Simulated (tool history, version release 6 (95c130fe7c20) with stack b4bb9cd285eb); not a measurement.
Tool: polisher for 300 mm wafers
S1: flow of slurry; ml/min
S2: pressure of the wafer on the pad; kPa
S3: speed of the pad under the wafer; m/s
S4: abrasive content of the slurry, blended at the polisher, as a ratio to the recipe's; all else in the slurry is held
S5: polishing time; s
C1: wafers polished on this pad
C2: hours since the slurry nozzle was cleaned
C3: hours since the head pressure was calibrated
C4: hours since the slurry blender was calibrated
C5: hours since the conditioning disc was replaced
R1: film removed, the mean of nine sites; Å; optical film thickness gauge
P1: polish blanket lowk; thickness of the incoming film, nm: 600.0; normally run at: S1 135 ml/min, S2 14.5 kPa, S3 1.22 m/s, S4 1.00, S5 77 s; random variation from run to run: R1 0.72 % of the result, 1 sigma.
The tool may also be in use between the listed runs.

run   hour   S1    S2    S3    S4   S5    C1     C2     C3     C4     C5      R1
  1    2.8  135  14.5  1.22  1.00   77   337  252.3  193.6   87.5  129.3  348.44
  2    7.6  135  19.3  1.22  1.40   77   378  257.1  198.4   92.3  134.1  531.09
  3   10.7  135  14.5  1.22  1.00   77   404  260.2  201.5   95.4  137.2  347.90
  4   13.6  135  14.5  1.22  1.00   49   428  263.1  204.4   98.3  140.1  221.70
  5   17.4  135  14.5  0.80  1.00  100   460  266.9  208.2  102.1  143.9  327.84
  6   21.3  135  14.5  1.92  1.00   77   493  270.8  212.1  106.0  147.8  502.79
  7   24.4  135  14.5  1.22  1.00   77   519  273.9  215.2  109.1  150.9  350.68
  8   27.4  135  14.5  0.76  1.00   77   545  276.9  218.2  112.1  153.9  236.94
  9   31.6  135  14.5  1.22  1.00   77   580  281.1  222.4  116.3  158.1  349.39
 10   34.1  135  14.5  1.22  1.00  121   601  283.6  224.9  118.8  160.6  546.61
 11   38.6   80  14.5  1.22  1.00   77   639  288.1  229.4  123.3  165.1  307.66
 12   43.4  135  22.1  1.22  1.00   77   680  292.9  234.2  128.1  169.9  529.58
 13   46.5  135  14.5  1.22  1.00   77   706  296.0  237.3  131.2  173.0  346.60
 14   50.0  135  10.3  1.22  1.00   77   735  299.5  240.8  134.7  176.5  246.06
 15   54.5  135  14.5  1.22  1.25   77   773  304.0  245.3  139.2  181.0  383.20
 16   57.7  195  14.5  1.22  1.00   77   800  307.2  248.5  142.4  184.2  367.83
 17   60.1  135  14.5  1.22  0.55   77   820  309.6  250.9  144.8  186.6  254.92
 18   64.9  135  14.5  1.22  1.00   77   861  314.4  255.7  149.6  191.4  351.02
 19   69.5  135  14.5  1.22  1.00   77   900  319.0  260.3  154.2  196.0  335.69
 20   74.3  135  14.5  1.22  1.00   77   940  323.8  265.1  159.0  200.8  321.46
 21   76.7  135  14.5  1.22  1.00   77   960  326.2  267.5  161.4  203.2  317.01
 22   80.7  135  14.5  1.22  1.00   77   994  330.2  271.5  165.4  207.2  316.53
 23   85.1  135  14.5  1.22  1.00   77  1031  334.6  275.9  169.8  211.6  309.86
      86.7  -- slurry nozzle cleaned
 24   88.4  135  14.5  1.22  1.00   77  1059    1.8  279.2  173.1  214.9  306.82
 25   92.2  135  14.5  1.22  1.00   77  1091    5.6  283.0  176.9  218.7  307.49
      93.1  -- head pressure recalibrated
      93.2  -- conditioning disc replaced and pad reconditioned
 26   95.3  135  14.5  1.22  1.00   77  1117    8.7    2.3  180.0    2.1  303.16
 27   98.5  135  14.5  1.22  1.00   77  1144   11.9    5.5  183.2    5.3  298.82
 28  102.2  135  14.5  1.22  1.00   77  1176   15.6    9.2  186.9    9.0  303.68
 29  106.6  135  14.5  1.22  1.00   77  1213   20.0   13.6  191.3   13.4  302.29

What P1 gives has crept away from where it was. These 2 causes fit the log equally well, each at the size given:
A: abrasive missing from the slurry, % = 25.3
B: removal rate lost through wear of the pad, % = 13.3
The creep began at about hour 64.9.
Why every other cause is out:
slurry flow missing at the pad, %: serviced at hour 86.7, which brought nothing back
head's pressure below its setpoint, %: serviced at hour 93.1, which brought nothing back
time polished since the conditioner stopped cutting, s: serviced at hour 93.2, which brought nothing back

4 check runs are offered, each on 2 wafers whose results are averaged, their results left as question marks. Which one tells the causes apart?
check 1  111.0  170  22.1  1.22  1.00   77                       ?
check 2  111.0  135  14.5  1.22  0.60  114                       ?
check 3  111.0  135  14.5  1.78  1.00  114                       ?
check 4  111.0  135  11.7  1.22  1.00   77                       ?

What each check would give under each cause:
  check  result    if A    if B
check 1      R1  480.11  480.34
check 2      R1  331.79  344.30
check 3      R1  606.65  606.94
check 4      R1  245.19  245.31
How far apart the two closest causes lie, in the result that separates them most: check 1 0.05 %; check 2 3.7 %; check 3 0.05 %; check 4 0.05 %
Check 2 tells the causes apart: in the others they would give nearly the same result.

Check 2 was then run and gave: R1 346.85 Å. Which cause is it?

It is B: removal rate lost through wear of the pad, %.
